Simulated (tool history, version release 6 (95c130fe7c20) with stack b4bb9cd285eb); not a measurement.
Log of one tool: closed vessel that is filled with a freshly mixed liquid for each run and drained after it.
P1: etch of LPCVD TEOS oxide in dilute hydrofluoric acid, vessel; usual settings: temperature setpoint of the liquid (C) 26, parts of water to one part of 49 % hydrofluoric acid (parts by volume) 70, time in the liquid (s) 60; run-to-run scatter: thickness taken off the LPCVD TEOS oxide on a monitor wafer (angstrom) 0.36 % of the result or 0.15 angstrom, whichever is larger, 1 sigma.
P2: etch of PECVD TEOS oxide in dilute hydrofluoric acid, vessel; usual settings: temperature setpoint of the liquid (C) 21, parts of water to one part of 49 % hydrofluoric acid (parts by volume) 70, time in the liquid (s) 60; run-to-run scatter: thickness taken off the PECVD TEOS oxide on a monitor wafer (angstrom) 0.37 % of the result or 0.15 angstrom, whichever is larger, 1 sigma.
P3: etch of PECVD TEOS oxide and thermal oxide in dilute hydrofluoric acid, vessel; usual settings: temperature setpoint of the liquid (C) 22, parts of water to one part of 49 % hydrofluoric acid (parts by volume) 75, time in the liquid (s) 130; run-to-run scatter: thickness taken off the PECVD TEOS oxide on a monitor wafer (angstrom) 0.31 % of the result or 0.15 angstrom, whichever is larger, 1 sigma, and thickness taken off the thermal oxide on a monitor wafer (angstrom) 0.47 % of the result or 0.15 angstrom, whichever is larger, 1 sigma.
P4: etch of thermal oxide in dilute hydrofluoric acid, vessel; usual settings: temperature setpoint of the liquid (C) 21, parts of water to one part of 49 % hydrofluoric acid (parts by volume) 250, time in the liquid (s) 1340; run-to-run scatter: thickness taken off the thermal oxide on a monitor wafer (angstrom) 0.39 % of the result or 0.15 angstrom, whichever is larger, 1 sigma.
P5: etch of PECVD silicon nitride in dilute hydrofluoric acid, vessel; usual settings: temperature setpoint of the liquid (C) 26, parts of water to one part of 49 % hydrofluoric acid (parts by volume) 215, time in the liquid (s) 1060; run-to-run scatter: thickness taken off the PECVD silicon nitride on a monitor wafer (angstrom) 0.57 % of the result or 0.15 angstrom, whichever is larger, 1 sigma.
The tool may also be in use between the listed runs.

| run | hour | process that ran | temperature setpoint of the liquid (C) | parts of water to one part of 49 % hydrofluoric acid (parts by volume) | time in the liquid (s) | hours since the thermometer was replaced | hours since the hydrofluoric acid flow meter was replaced | thickness taken off the LPCVD TEOS oxide on a monitor wafer (angstrom) | thickness taken off the PECVD TEOS oxide on a monitor wafer (angstrom) | thickness taken off the PECVD silicon nitride on a monitor wafer (angstrom) | thickness taken off the thermal oxide on a monitor wafer (angstrom) |
|---|---|---|---|---|---|---|---|---|---|---|---|
| 1 | 9.1 | P1 | 26 | 70 | 60 | 646.9 | 847.2 | 493.02 |  |  |  |
| 2 | 13.4 | P1 | 26 | 25 | 60 | 651.2 | 851.5 | 1471.7 |  |  |  |
| 3 | 19.1 | P2 | 21 | 20 | 60 | 656.9 | 857.2 |  | 428.51 |  |  |
| 4 | 26.3 | P2 | 21 | 70 | 30 | 664.1 | 864.4 |  | 57.525 |  |  |
| 5 | 33.5 | P5 | 26 | 215 | 1990 | 671.3 | 871.6 |  |  | 179.77 |  |
| 6 | 41.3 | P4 | 21 | 250 | 285 | 679.1 | 879.4 |  |  |  | 41.487 |
| 7 | 47.6 | P5 | 26 | 215 | 1060 | 685.4 | 885.7 |  |  | 96.49 |  |
| 8 | 55.6 | P4 | 21 | 250 | 1340 | 693.4 | 893.7 |  |  |  | 193.88 |
| 9 | 64.2 | P3 | 17 | 75 | 130 | 702 | 902.3 |  | 198.6 |  | 65.72 |
| 10 | 69.2 | P1 | 26 | 70 | 60 | 707 | 907.3 | 496.14 |  |  |  |
| 11 | 76.9 | P2 | 21 | 70 | 60 | 714.7 | 915 |  | 114.55 |  |  |
| 12 | 81.4 | P2 | 21 | 70 | 60 | 719.2 | 919.5 |  | 114.97 |  |  |
| 13 | 86.7 | P2 | 26 | 70 | 60 | 724.5 | 924.8 |  | 141.35 |  |  |
| 14 | 90.9 | P1 | 26 | 70 | 60 | 728.7 | 929 | 492.38 |  |  |  |
| 15 | 97.7 | P1 | 26 | 70 | 60 | 735.5 | 935.8 | 494.85 |  |  |  |
| 16 | 104 | P3 | 22 | 75 | 30 | 741.8 | 942.1 |  | 56.577 |  | 18.564 |
| 17 | 110.4 | P4 | 21 | 250 | 1340 | 748.2 | 948.5 |  |  |  | 193.77 |
| 18 | 118.2 | P5 | 21 | 215 | 1060 | 756 | 956.3 |  |  | 70.7 |  |
| 19 | 126.7 | P3 | 22 | 75 | 130 | 764.5 | 964.8 |  | 245.68 |  | 81.313 |
| 20 | 133.6 | P1 | 26 | 130 | 60 | 771.4 | 971.7 | 247.54 |  |  |  |
| 21 | 140 | P1 | 20 | 110 | 60 | 777.8 | 978.1 | 235.81 |  |  |  |
| 22 | 148.2 | P1 | 26 | 70 | 115 | 786 | 986.3 | 948.8 |  |  |  |
| 23 | 155.3 | P1 | 26 | 70 | 60 | 793.1 | 993.4 | 496.03 |  |  |  |
| 24 | 164.3 | P1 | 34 | 70 | 60 | 802.1 | 1002.4 | 674.8 |  |  |  |
| 25 | 171 | P3 | 22 | 75 | 130 | 808.8 | 1009.1 |  | 245.45 |  | 81.509 |
| 26 | 179.9 | P1 | 22 | 70 | 60 | 817.7 | 1018 | 418.51 |  |  |  |
| 27 | 185.9 | P5 | 26 | 55 | 1060 | 823.7 | 1024 |  |  | 374.52 |  |
| 28 | 194.1 | P1 | 26 | 70 | 35 | 831.9 | 1032.2 | 287.86 |  |  |  |
| 29 | 201.5 | P4 | 21 | 120 | 1340 | 839.3 | 1039.6 |  |  |  | 463 |
| 30 | 209.4 | P3 | 22 | 35 | 130 | 847.2 | 1047.5 |  | 556.72 |  | 184.84 |
| 31 | 217.1 | P4 | 17 | 250 | 1340 | 854.9 | 1055.2 |  |  |  | 167.07 |
| 32 | 221.5 | P5 | 26 | 215 | 1060 | 859.3 | 1059.6 |  |  | 96.318 |  |
| 33 | 227.9 | P1 | 22.5 | 70 | 35 | 865.7 | 1066 | 249.14 |  |  |  |
| 34 | 233.7 | P1 | 26 | 70 | 60 | 871.5 | 1071.8 | 493.96 |  |  |  |
| 35 | 239.4 | P1 | 26 | 70 | 60 | 877.2 | 1077.5 | 504.16 |  |  |  |
| 36 | 247.2 | P1 | 26 | 70 | 60 | 885 | 1085.3 | 513.5 |  |  |  |
| 37 | 251.7 | P1 | 26 | 70 | 60 | 889.5 | 1089.8 | 513.59 |  |  |  |
| 38 | 257.1 | P1 | 26 | 70 | 60 | 894.9 | 1095.2 | 517.57 |  |  |  |
| 39 | 261.7 | P1 | 26 | 70 | 60 | 899.5 | 1099.8 | 521.28 |  |  |  |
| 40 | 267.5 | P1 | 26 | 70 | 60 | 905.3 | 1105.6 | 522.08 |  |  |  |
| 41 | 275.2 | P1 | 26 | 70 | 60 | 913 | 1113.3 | 522.25 |  |  |  |
| 42 | 281.7 | P1 | 26 | 70 | 60 | 919.5 | 1119.8 | 526.13 |  |  |  |
| 43 | 286.7 | P1 | 26 | 70 | 60 | 924.5 | 1124.8 | 524.62 |  |  |  |
| 44 | 292.3 | P1 | 26 | 70 | 60 | 930.1 | 1130.4 | 525.05 |  |  |  |
| 45 | 297.2 | P1 | 26 | 70 | 60 | 935 | 1135.3 | 523.09 |  |  |  |

What P1 gives has crept away from where it was. These 2 causes fit the log equally well, each at the size given:
A: liquid hotter than its thermometer reads (K) = 1.53
B: hydrofluoric acid flow above the setpoint (%) = 5.67
The creep began at about hour 233.7.

4 check runs are offered, one wafer each, their results left as question marks. Which one tells the causes apart?
| check 1 | 302.1 | P3 | 17 | 75 | 30 |  |  |  | ? |  | ? |
| check 2 | 302.1 | P2 | 21 | 25 | 30 |  |  |  | ? |  |  |
| check 3 | 302.1 | P4 | 17 | 250 | 1340 |  |  |  |  |  | ? |
| check 4 | 302.1 | P5 | 26 | 70 | 1795 |  |  |  |  | ? |  |

What each check would give under each cause:
| check | result | if A | if B |
|---|---|---|---|
| check 1 | thickness taken off the PECVD TEOS oxide on a monitor wafer (angstrom) | 49.031 | 48.755 |
| check 1 | thickness taken off the thermal oxide on a monitor wafer (angstrom) | 16.26 | 16.169 |
| check 2 | thickness taken off the PECVD TEOS oxide on a monitor wafer (angstrom) | 181.57 | 180.01 |
| check 3 | thickness taken off the thermal oxide on a monitor wafer (angstrom) | 177.01 | 178.43 |
| check 4 | thickness taken off the PECVD silicon nitride on a monitor wafer (angstrom) | 551.69 | 527.15 |
How far apart the two closest causes lie, in the result that separates them most: check 1 0.57 %; check 2 0.86 %; check 3 0.8 %; check 4 4.55 %
Check 4 tells the causes apart: in the others they would give nearly the same result.

Check 4 was then run and gave: thickness taken off the PECVD silicon nitride on a monitor wafer (angstrom) 544.56. Which cause is it?

It is A: liquid hotter than its thermometer reads (K).

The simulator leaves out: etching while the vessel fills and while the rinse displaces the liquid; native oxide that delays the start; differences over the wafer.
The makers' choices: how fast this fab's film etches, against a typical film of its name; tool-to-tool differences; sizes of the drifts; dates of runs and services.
